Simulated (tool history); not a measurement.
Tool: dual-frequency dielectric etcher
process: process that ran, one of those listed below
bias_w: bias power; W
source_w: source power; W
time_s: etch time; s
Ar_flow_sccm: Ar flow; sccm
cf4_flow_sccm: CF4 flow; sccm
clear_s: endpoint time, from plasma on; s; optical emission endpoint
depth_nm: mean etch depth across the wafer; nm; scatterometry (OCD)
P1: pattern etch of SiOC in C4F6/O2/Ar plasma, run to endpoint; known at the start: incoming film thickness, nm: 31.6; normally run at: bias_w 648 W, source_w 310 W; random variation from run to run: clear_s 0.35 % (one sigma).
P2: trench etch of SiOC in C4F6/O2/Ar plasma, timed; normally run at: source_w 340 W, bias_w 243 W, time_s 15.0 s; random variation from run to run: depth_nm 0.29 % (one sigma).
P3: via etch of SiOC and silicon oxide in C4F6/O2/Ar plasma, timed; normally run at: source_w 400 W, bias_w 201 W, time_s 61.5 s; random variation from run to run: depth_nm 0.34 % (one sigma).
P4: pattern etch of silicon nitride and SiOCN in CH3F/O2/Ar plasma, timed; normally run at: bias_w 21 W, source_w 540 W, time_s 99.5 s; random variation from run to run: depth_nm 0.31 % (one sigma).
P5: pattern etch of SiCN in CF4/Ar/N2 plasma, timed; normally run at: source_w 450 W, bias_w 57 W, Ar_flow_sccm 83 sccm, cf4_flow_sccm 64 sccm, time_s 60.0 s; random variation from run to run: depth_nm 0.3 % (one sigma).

run	hour	process	bias_w	source_w	time_s	Ar_flow_sccm	cf4_flow_sccm	clear_s	depth_nm
1	3.7	P1	648	310				10.2040	
2	7.6	P2	243	340	15.0				31.169
3	12.1	P1	648	430				9.1017	
4	15.2	P2	243	280	15.0				29.120
5	19.1	P1	830	310				9.1927	
6	22.2	P1	648	310				10.1750	
7	26.0	P1	766	220				10.7460	
8	29.3	P5	57	450	60.0	83	64		49.201
9	33.9	P1	779	190				11.3300	
10	39.9	P1	648	220				11.5350	
11	45.3	P1	648	310				10.2100	
12	49.0	P5	39	450	60.0	83	64		44.045
13	54.4	P5	57	560	60.0	83	64		59.995
14	61.1	P3	201	480	61.5				77.052
15	67.7	P3	201	400	61.5				72.044
16	73.9	P4	21	540	136.0				19.422
17	80.8	P1	385	310				12.5460	
18	85.4	P3	279	400	61.5				80.160
19	91.0	P4	16	540	99.5				12.748
20	96.9	P5	57	450	60.0	103	64		47.680
21	103.8	P1	648	310				10.1930	
22	109.9	P1	648	310				10.2370	
23	114.7	P3	201	400	45.5				52.944
24	120.7	P1	754	230				10.6900	
25	126.0	P2	143	340	15.0				26.375
26	129.1	P4	21	430	99.5				13.272
27	133.0	P5	57	450	77.0	83	64		63.317
28	137.5	P2	243	340	21.5				44.806
29	144.0	P4	21	540	99.5				14.215
30	149.7	P5	57	450	60.0	83	78		50.848
31	154.5	P4	21	540	99.5				14.257
32	158.7	P1	648	310				10.2000	
33	162.4	P1	648	310				10.1050	
34	167.4	P1	648	310				10.0300	
35	171.9	P1	648	310				10.0140	
36	176.8	P1	648	310				10.0940	
# hour 181.1: wet clean of the chamber
37	182.8	P1	648	310				10.0480	
38	186.4	P1	648	310				10.0230	
39	190.7	P1	648	310				10.0000	

What P1 gives has crept away from where it was. These 2 causes fit the log equally well, each at the size given:
A: source power that arrives over what is set, % = 4.98
B: bias power that arrives over what is set, % = 4.61
The creep began at about hour 158.7.
Why every other cause is out:
chamber walls in a state that raises the etch rate, %: serviced at hour 181.1, which brought nothing back

4 check runs are offered, one wafer each, their results left as question marks. Which one tells the causes apart?
check 1	195.0	P4	21	540	99.5				?
check 2	195.0	P5	57	450	60.0	83	64		?
check 3	195.0	P3	201	400	61.5				?
check 4	195.0	P2	243	340	15.0				?

What each check would give under each cause:
check	result	if A	if B
check 1	depth_nm	14.548	14.583
check 2	depth_nm	51.378	49.941
check 3	depth_nm	73.024	72.747
check 4	depth_nm	31.877	31.776
How far apart the two closest causes lie, in the result that separates them most: check 1 0.24 %; check 2 2.84 %; check 3 0.38 %; check 4 0.32 %
Check 2 tells the causes apart: in the others they would give nearly the same result.

Check 2 was then run and gave: depth_nm 51.202 nm. Which cause is it?

It is A: source power that arrives over what is set, %.
